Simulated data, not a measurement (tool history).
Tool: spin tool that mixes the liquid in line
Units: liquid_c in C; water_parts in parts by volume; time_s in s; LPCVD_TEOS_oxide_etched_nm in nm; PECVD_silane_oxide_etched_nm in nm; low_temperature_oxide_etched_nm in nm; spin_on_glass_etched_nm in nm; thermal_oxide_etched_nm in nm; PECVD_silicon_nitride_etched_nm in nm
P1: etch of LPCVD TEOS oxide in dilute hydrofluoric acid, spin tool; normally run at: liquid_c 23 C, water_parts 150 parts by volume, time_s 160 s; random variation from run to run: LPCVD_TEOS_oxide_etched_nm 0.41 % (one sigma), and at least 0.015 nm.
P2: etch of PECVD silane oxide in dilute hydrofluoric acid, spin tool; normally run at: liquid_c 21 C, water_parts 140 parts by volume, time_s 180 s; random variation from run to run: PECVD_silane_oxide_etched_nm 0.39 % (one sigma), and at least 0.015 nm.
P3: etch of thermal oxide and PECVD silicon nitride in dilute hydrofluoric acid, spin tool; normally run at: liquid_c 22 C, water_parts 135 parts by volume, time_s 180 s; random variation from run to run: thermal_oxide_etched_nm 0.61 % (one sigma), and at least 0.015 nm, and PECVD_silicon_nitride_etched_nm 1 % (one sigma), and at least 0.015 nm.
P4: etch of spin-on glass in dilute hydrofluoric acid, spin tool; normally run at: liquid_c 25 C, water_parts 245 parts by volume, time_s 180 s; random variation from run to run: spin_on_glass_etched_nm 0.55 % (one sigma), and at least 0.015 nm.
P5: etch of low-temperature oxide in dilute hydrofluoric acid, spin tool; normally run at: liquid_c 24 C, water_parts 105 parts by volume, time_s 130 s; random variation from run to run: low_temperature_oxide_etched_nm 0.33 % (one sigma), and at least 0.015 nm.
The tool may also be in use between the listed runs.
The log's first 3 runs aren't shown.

| run | day | process | liquid_c | water_parts | time_s | LPCVD_TEOS_oxide_etched_nm | PECVD_silane_oxide_etched_nm | low_temperature_oxide_etched_nm | spin_on_glass_etched_nm | thermal_oxide_etched_nm | PECVD_silicon_nitride_etched_nm |
|---|---|---|---|---|---|---|---|---|---|---|---|
| 4 | 1.467 | P2 | 21 | 250 | 180 |  | 11.21 |  |  |  |  |
| 5 | 1.821 | P1 | 23 | 150 | 160 | 45.673 |  |  |  |  |  |
| 6 | 2.058 | P1 | 23 | 150 | 250 | 71.044 |  |  |  |  |  |
| 7 | 2.483 | P1 | 17 | 150 | 160 | 35.583 |  |  |  |  |  |
| 8 | 2.75 | P1 | 28.5 | 150 | 160 | 55.661 |  |  |  |  |  |
|  | 3.046 | thermometer replaced |
| 9 | 3.158 | P1 | 23 | 150 | 50 | 14.172 |  |  |  |  |  |
| 10 | 3.512 | P5 | 24 | 105 | 60 |  |  | 8.0229 |  |  |  |
| 11 | 4.054 | P1 | 23 | 150 | 160 | 45.527 |  |  |  |  |  |
| 12 | 4.367 | P4 | 29 | 245 | 180 |  |  |  | 37.208 |  |  |
| 13 | 4.792 | P4 | 25 | 245 | 45 |  |  |  | 8.1508 |  |  |
| 14 | 5.321 | P1 | 23 | 150 | 160 | 45.591 |  |  |  |  |  |
| 15 | 5.658 | P5 | 24 | 105 | 130 |  |  | 17.55 |  |  |  |
| 16 | 5.967 | P5 | 30.5 | 105 | 130 |  |  | 22.476 |  |  |  |
| 17 | 6.321 | P2 | 21 | 140 | 180 |  | 22.115 |  |  |  |  |
| 18 | 6.6 | P3 | 22 | 135 | 325 |  |  |  |  | 9.4563 | 4.3031 |
| 19 | 6.988 | P3 | 17 | 135 | 180 |  |  |  |  | 4.1932 | 1.7097 |
| 20 | 7.379 | P5 | 24 | 160 | 130 |  |  | 10.697 |  |  |  |
| 21 | 7.912 | P2 | 21 | 140 | 345 |  | 42.814 |  |  |  |  |
| 22 | 8.204 | P1 | 23 | 225 | 160 | 28.168 |  |  |  |  |  |
| 23 | 8.633 | P1 | 23 | 150 | 160 | 46.026 |  |  |  |  |  |
| 24 | 9.067 | P3 | 22 | 135 | 180 |  |  |  |  | 5.2028 | 2.3902 |
| 25 | 9.517 | P5 | 24 | 105 | 130 |  |  | 17.494 |  |  |  |
| 26 | 9.804 | P4 | 25 | 75 | 180 |  |  |  | 130.15 |  |  |
| 27 | 10.217 | P4 | 25 | 245 | 180 |  |  |  | 32.482 |  |  |

The next listed run, before its measurement:
| 28 | 10.533 | P2 | 17 | 140 | 180 |  | ? |  |  |  |  |

Run 28 gave PECVD_silane_oxide_etched_nm 18.984 nm.
